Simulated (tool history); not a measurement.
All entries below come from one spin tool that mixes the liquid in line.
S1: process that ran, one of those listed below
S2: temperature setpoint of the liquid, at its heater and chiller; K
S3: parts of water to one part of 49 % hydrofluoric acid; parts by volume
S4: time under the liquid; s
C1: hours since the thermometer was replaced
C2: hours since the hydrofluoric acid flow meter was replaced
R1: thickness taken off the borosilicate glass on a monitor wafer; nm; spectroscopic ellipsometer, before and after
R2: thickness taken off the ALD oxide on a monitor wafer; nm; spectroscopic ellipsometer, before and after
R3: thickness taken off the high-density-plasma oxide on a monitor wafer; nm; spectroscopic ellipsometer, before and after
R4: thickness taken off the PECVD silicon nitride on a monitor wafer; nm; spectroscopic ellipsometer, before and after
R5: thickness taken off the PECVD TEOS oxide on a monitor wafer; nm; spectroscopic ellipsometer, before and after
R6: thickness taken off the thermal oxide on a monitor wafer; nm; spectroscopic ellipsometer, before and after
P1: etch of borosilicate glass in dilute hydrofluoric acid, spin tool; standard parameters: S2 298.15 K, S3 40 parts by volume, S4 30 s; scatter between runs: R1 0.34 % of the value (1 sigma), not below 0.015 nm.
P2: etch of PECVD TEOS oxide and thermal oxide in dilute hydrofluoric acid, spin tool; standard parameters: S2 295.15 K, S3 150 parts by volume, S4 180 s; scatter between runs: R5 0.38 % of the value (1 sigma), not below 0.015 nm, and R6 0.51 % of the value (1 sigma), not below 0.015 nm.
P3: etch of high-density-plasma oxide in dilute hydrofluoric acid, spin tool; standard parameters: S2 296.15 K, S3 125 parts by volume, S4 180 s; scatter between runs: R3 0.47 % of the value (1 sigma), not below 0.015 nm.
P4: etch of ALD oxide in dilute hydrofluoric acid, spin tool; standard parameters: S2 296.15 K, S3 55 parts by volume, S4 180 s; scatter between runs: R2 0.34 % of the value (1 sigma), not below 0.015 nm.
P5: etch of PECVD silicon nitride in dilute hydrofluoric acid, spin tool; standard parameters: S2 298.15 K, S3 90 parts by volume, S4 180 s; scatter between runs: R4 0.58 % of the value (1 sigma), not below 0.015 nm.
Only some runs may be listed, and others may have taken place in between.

run 1 hour=12.7 | S1=P1 S2=298.15 S3=40 S4=30 | C1=463.6 C2=307.9 | R1=41.678
run 2 hour=26.5 | S1=P4 S2=296.15 S3=55 S4=85 | C1=477.4 C2=321.7 | R2=14.661
run 3 hour=40.8 | S1=P1 S2=291.65 S3=40 S4=30 | C1=491.7 C2=336 | R1=31.589
run 4 hour=50.8 | S1=P3 S2=296.15 S3=125 S4=180 | C1=501.7 C2=346 | R3=7.6657
run 5 hour=64.1 | S1=P5 S2=298.15 S3=30 S4=180 | C1=515 C2=359.3 | R4=15.086
run 6 hour=74.9 | S1=P5 S2=298.15 S3=90 S4=180 | C1=525.8 C2=370.1 | R4=5.2046
run 7 hour=81.6 | S1=P2 S2=295.15 S3=150 S4=180 | C1=532.5 C2=376.8 | R5=12.035 R6=4.9317
run 8 hour=91.4 | S1=P5 S2=302.65 S3=90 S4=180 | C1=542.3 C2=386.6 | R4=6.8859
run 9 hour=104.2 | S1=P1 S2=298.15 S3=60 S4=30 | C1=555.1 C2=399.4 | R1=27.181
run 10 hour=115.9 | S1=P2 S2=295.15 S3=150 S4=180 | C1=566.8 C2=411.1 | R5=12 R6=4.9312
run 11 hour=124.3 | S1=P4 S2=296.15 S3=55 S4=180 | C1=575.2 C2=419.5 | R2=30.958
run 12 hour=131.3 | S1=P1 S2=298.15 S3=65 S4=55 | C1=582.2 C2=426.5 | R1=45.533
run 13 hour=144.5 | S1=P5 S2=298.15 S3=90 S4=360 | C1=595.4 C2=439.7 | R4=10.264
run 14 hour=152.4 | S1=P1 S2=298.15 S3=20 S4=30 | C1=603.3 C2=447.6 | R1=85.754
run 15 hour=160.9 | S1=P1 S2=298.15 S3=40 S4=15 | C1=611.8 C2=456.1 | R1=20.963
run 16 hour=167.4 | S1=P4 S2=296.15 S3=55 S4=180 | C1=618.3 C2=462.6 | R2=30.944
run 17 hour=181.8 | S1=P4 S2=296.15 S3=95 S4=180 | C1=632.7 C2=477 | R2=17.24
run 18 hour=196 | S1=P1 S2=304.15 S3=40 S4=30 | C1=646.9 C2=491.2 | R1=53.093
run 19 hour=208.2 | S1=P4 S2=304.15 S3=55 S4=180 | C1=659.1 C2=503.4 | R2=43.097
run 20 hour=220.3 | S1=P3 S2=296.15 S3=30 S4=180 | C1=671.2 C2=515.5 | R3=36.014
-- hour=228.8 thermometer replaced
run 21 hour=232.4 | S1=P2 S2=295.15 S3=150 S4=90 | C1=3.6 C2=527.6 | R5=6.0061 R6=2.5256
run 22 hour=240.5 | S1=P1 S2=298.15 S3=40 S4=30 | C1=11.7 C2=535.7 | R1=41.481
run 23 hour=254.7 | S1=P1 S2=298.15 S3=40 S4=30 | C1=25.9 C2=549.9 | R1=41.496
run 24 hour=262.4 | S1=P1 S2=305.15 S3=40 S4=15 | C1=33.6 C2=557.6 | R1=27.531
run 25 hour=271.9 | S1=P2 S2=290.15 S3=150 S4=180 | C1=43.1 C2=567.1 | R5=9.9434 R6=4.0491
run 26 hour=281.5 | S1=P3 S2=290.15 S3=125 S4=180 | C1=52.7 C2=576.7 | R3=6.004
run 27 hour=295.7 | S1=P5 S2=298.15 S3=90 S4=180 | C1=66.9 C2=590.9 | R4=5.1624
run 28 hour=303.9 | S1=P2 S2=295.15 S3=30 S4=180 | C1=75.1 C2=599.1 | R5=69.125 R6=28.633
run 29 hour=311.8 | S1=P3 S2=296.15 S3=125 S4=85 | C1=83 C2=607 | R3=3.5987
run 30 hour=326.4 | S1=P1 S2=298.15 S3=40 S4=60 | C1=97.6 C2=621.6 | R1=83.538
run 31 hour=334.7 | S1=P1 S2=298.15 S3=40 S4=30 | C1=105.9 C2=629.9 | R1=41.563
run 32 hour=346.7 | S1=P1 S2=298.15 S3=40 S4=30 | C1=117.9 C2=641.9 | R1=41.777
run 33 hour=355.5 | S1=P1 S2=298.15 S3=40 S4=30 | C1=126.7 C2=650.7 | R1=42.968
run 34 hour=366.3 | S1=P1 S2=298.15 S3=40 S4=30 | C1=137.5 C2=661.5 | R1=44.015
run 35 hour=374.4 | S1=P1 S2=298.15 S3=40 S4=30 | C1=145.6 C2=669.6 | R1=44.038
run 36 hour=385.2 | S1=P1 S2=298.15 S3=40 S4=30 | C1=156.4 C2=680.4 | R1=44.616
run 37 hour=399.4 | S1=P1 S2=298.15 S3=40 S4=30 | C1=170.6 C2=694.6 | R1=44.618
run 38 hour=407.7 | S1=P1 S2=298.15 S3=40 S4=30 | C1=178.9 C2=702.9 | R1=44.836

The log shows P1 creeping away from where it was. Any of the 2 causes listed here, at the size stated for it, fits the log just as well as the others:
A: liquid hotter than its thermometer reads (K) = 1.74
B: hydrofluoric acid flow above the setpoint (%) = 7
The drift started at roughly hour 346.7.

Question marks stand in for the results of the 4 check runs listed below, each run on one wafer. Under which run would the listed causes show clearly different results?
run check 1 hour=416 | S1=P3 S2=290.15 S3=35 S4=180 | R3=?
run check 2 hour=416 | S1=P4 S2=300.15 S3=85 S4=180 | R2=?
run check 3 hour=416 | S1=P2 S2=295.15 S3=40 S4=180 | R5=? R6=?
run check 4 hour=416 | S1=P5 S2=298.15 S3=45 S4=335 | R4=?

If the cause were each of the candidates in turn, the checks would give the following:
check=check_1 result=R3 if_A=25.625 if_B=25.479
check=check_2 result=R2 if_A=24.357 if_B=24.548
check=check_3 result=R5 if_A=55.448 if_B=55.351
check=check_3 result=R6 if_A=22.743 if_B=22.704
check=check_4 result=R4 if_A=21.379 if_B=20.337
Per-check spread between the two closest causes, in the result where they differ most: check 1 0.57 %; check 2 0.78 %; check 3 0.17 %; check 4 5 %
Check 4 is the one run that separates the causes; every other check would come out nearly the same whichever cause is at work.

Check 4 has now been run. It gave: R4 20.216 nm. Which of the candidate causes is it?

The correct cause is B, namely: hydrofluoric acid flow above the setpoint (%).

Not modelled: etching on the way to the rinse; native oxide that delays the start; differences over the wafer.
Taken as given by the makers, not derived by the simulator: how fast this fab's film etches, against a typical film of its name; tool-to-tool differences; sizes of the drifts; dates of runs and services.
